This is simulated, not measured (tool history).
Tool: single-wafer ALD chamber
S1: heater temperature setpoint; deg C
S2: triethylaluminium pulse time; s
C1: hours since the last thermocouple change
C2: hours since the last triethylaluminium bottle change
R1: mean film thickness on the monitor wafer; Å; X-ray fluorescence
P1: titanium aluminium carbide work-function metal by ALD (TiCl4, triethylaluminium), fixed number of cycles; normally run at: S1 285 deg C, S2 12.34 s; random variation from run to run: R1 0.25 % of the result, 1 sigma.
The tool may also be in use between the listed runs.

run 1 hour=4.0 | S1=285 S2=12.34 | C1=1715.7 C2=473.4 | R1=18.964
run 2 hour=9.4 | S1=285 S2=12.34 | C1=1721.1 C2=478.8 | R1=19.017
run 3 hour=15.2 | S1=302 S2=7.51 | C1=1726.9 C2=484.6 | R1=19.262
run 4 hour=18.4 | S1=285 S2=12.34 | C1=1730.1 C2=487.8 | R1=19.044
run 5 hour=24.3 | S1=285 S2=12.34 | C1=1736.0 C2=493.7 | R1=19.004
-- hour=24.7 thermocouple changed; heater temperature recalibrated
run 6 hour=29.4 | S1=285 S2=4.96 | C1=4.8 C2=498.8 | R1=15.870
run 7 hour=35.1 | S1=285 S2=12.34 | C1=10.5 C2=504.5 | R1=19.079
run 8 hour=40.9 | S1=308 S2=6.34 | C1=16.3 C2=510.3 | R1=18.975
run 9 hour=44.9 | S1=262 S2=12.34 | C1=20.3 C2=514.3 | R1=17.087
run 10 hour=49.2 | S1=309 S2=12.34 | C1=24.6 C2=518.6 | R1=21.226
run 11 hour=52.8 | S1=285 S2=12.34 | C1=28.2 C2=522.2 | R1=19.026
run 12 hour=56.9 | S1=285 S2=19.88 | C1=32.3 C2=526.3 | R1=19.295
run 13 hour=62.7 | S1=268 S2=18.05 | C1=38.1 C2=532.1 | R1=17.779
run 14 hour=66.3 | S1=285 S2=12.34 | C1=41.7 C2=535.7 | R1=19.003
run 15 hour=69.1 | S1=285 S2=12.34 | C1=44.5 C2=538.5 | R1=19.061
run 16 hour=72.9 | S1=285 S2=12.34 | C1=48.3 C2=542.3 | R1=18.962
run 17 hour=77.3 | S1=285 S2=12.34 | C1=52.7 C2=546.7 | R1=18.817
run 18 hour=80.8 | S1=285 S2=12.34 | C1=56.2 C2=550.2 | R1=18.930
run 19 hour=86.3 | S1=285 S2=12.34 | C1=61.7 C2=555.7 | R1=18.793
run 20 hour=91.1 | S1=285 S2=12.34 | C1=66.5 C2=560.5 | R1=18.799
run 21 hour=95.6 | S1=285 S2=12.34 | C1=71.0 C2=565.0 | R1=18.613
run 22 hour=98.6 | S1=285 S2=12.34 | C1=74.0 C2=568.0 | R1=18.651
run 23 hour=104.6 | S1=285 S2=12.34 | C1=80.0 C2=574.0 | R1=18.753
run 24 hour=110.3 | S1=285 S2=12.34 | C1=85.7 C2=579.7 | R1=18.625
run 25 hour=115.7 | S1=285 S2=12.34 | C1=91.1 C2=585.1 | R1=18.564
run 26 hour=120.1 | S1=285 S2=12.34 | C1=95.5 C2=589.5 | R1=18.544

What P1 gives has crept away from where it was. These 2 causes fit the log equally well, each at the size given:
A: triethylaluminium dose below that of a fresh bottle (%) = 21.1
B: wafer temperature below the value expected at the setpoint (K) = 4.58
The creep began at about hour 69.1.

4 check runs are offered, one wafer each, their results left as question marks. Which one tells the causes apart?
run check 1 hour=124.5 | S1=276 S2=12.34 | R1=?
run check 2 hour=124.5 | S1=307 S2=12.34 | R1=?
run check 3 hour=124.5 | S1=264 S2=7.59 | R1=?
run check 4 hour=124.5 | S1=297 S2=12.34 | R1=?

What each check would give under each cause:
check=check_1 result=R1 if_A=17.865 if_B=17.852
check=check_2 result=R1 if_A=20.526 if_B=20.559
check=check_3 result=R1 if_A=15.250 if_B=15.824
check=check_4 result=R1 if_A=19.659 if_B=19.677
How far apart the two closest causes lie, in the result that separates them most: check 1 0.07 %; check 2 0.16 %; check 3 3.7 %; check 4 0.09 %
Only check 3 tells the causes apart: in the others they would give nearly the same result.

Check 3 was then run and gave: R1 15.245 Å. Which cause is it?

It is A: triethylaluminium dose below that of a fresh bottle (%).
